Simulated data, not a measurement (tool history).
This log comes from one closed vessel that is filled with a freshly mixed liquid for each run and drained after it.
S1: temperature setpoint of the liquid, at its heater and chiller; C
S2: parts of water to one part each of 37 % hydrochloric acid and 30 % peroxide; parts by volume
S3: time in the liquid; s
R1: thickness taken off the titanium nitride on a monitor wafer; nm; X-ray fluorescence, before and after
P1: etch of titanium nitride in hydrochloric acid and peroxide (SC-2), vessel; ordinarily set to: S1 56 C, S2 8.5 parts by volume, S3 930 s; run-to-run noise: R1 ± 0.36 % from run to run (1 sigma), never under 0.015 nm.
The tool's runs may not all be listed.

run 1 day=0.471 | S1=56 S2=8.5 S3=930 | R1=26.81
run 2 day=1 | S1=66 S2=4 S3=930 | R1=87.508
run 3 day=1.583 | S1=56 S2=4 S3=930 | R1=46.92
run 4 day=2.175 | S1=46.5 S2=8.5 S3=930 | R1=14.322
run 5 day=2.483 | S1=56 S2=8.5 S3=930 | R1=26.758
run 6 day=3.133 | S1=56 S2=8.5 S3=930 | R1=26.651
run 7 day=3.45 | S1=66.5 S2=8.5 S3=930 | R1=51.472
run 8 day=3.779 | S1=56 S2=13.5 S3=930 | R1=17.995
run 9 day=4.096 | S1=56 S2=8.5 S3=30 | R1=0.88129
run 10 day=4.6 | S1=56 S2=8.5 S3=930 | R1=26.644
run 11 day=5.138 | S1=56 S2=8.5 S3=930 | R1=26.701
run 12 day=5.575 | S1=68.5 S2=4 S3=930 | R1=101.82
run 13 day=5.996 | S1=56 S2=8.5 S3=930 | R1=26.686
run 14 day=6.517 | S1=56 S2=8.5 S3=1385 | R1=39.551
run 15 day=7.05 | S1=40.5 S2=6 S3=930 | R1=12.302
run 16 day=7.467 | S1=56 S2=8.5 S3=930 | R1=26.79
run 17 day=8.092 | S1=56 S2=8.5 S3=930 | R1=26.821
run 18 day=8.412 | S1=56 S2=8.5 S3=930 | R1=26.004
run 19 day=8.975 | S1=56 S2=8.5 S3=930 | R1=25.236
run 20 day=9.617 | S1=56 S2=8.5 S3=930 | R1=24.806
-- day=9.838 new drum of peroxide connected
run 21 day=10.133 | S1=56 S2=8.5 S3=930 | R1=24.533
run 22 day=10.638 | S1=56 S2=8.5 S3=930 | R1=24.387
run 23 day=11.158 | S1=56 S2=8.5 S3=930 | R1=24.327
run 24 day=11.55 | S1=56 S2=8.5 S3=930 | R1=24.352
run 25 day=11.879 | S1=56 S2=8.5 S3=930 | R1=24.324
run 26 day=12.496 | S1=56 S2=8.5 S3=930 | R1=24.236

What P1 gives has crept away from where it was. These 2 causes fit the log equally well, each at the size given:
A: liquid colder than its thermometer reads (K) = 1.52
B: chemicals flow below the setpoint (%) = 11.3
Creep in the process output first set in at about day 8.092.
The rest of the possible causes, and what rules out each one:
peroxide weaker than its label (%): its service at day 9.838 followed the start of the drift and did not put the process back to its old value

Consider the 4 check runs below, whose results appear as question marks and each of which averages 2 wafers. Which one distinguishes the causes, in that each cause would give it a clearly different result?
run check 1 day=13.112 | S1=48.5 S2=8.5 S3=175 | R1=?
run check 2 day=13.112 | S1=49 S2=4 S3=930 | R1=?
run check 3 day=13.112 | S1=65.5 S2=8.5 S3=135 | R1=?
run check 4 day=13.112 | S1=46.5 S2=8.5 S3=1245 | R1=?

What every check run would give for each of its results, assuming each possible cause in turn:
check=check_1 result=R1 if_A=2.7732 if_B=2.786
check=check_2 result=R1 if_A=26.68 if_B=27.243
check=check_3 result=R1 if_A=6.406 if_B=6.371
check=check_4 result=R1 if_A=17.208 if_B=17.31
Per-check spread between the two closest causes, in the result where they differ most: check 1 0.46 %; check 2 2.09 %; check 3 0.55 %; check 4 0.59 %
The causes can be told apart only by check 2. The other checks would give nearly the same results under each of them.

Check 2 was carried out, with these results: R1 27.265 nm. Which of the listed causes is responsible?

Of the candidate causes, it is B: chemicals flow below the setpoint (%).

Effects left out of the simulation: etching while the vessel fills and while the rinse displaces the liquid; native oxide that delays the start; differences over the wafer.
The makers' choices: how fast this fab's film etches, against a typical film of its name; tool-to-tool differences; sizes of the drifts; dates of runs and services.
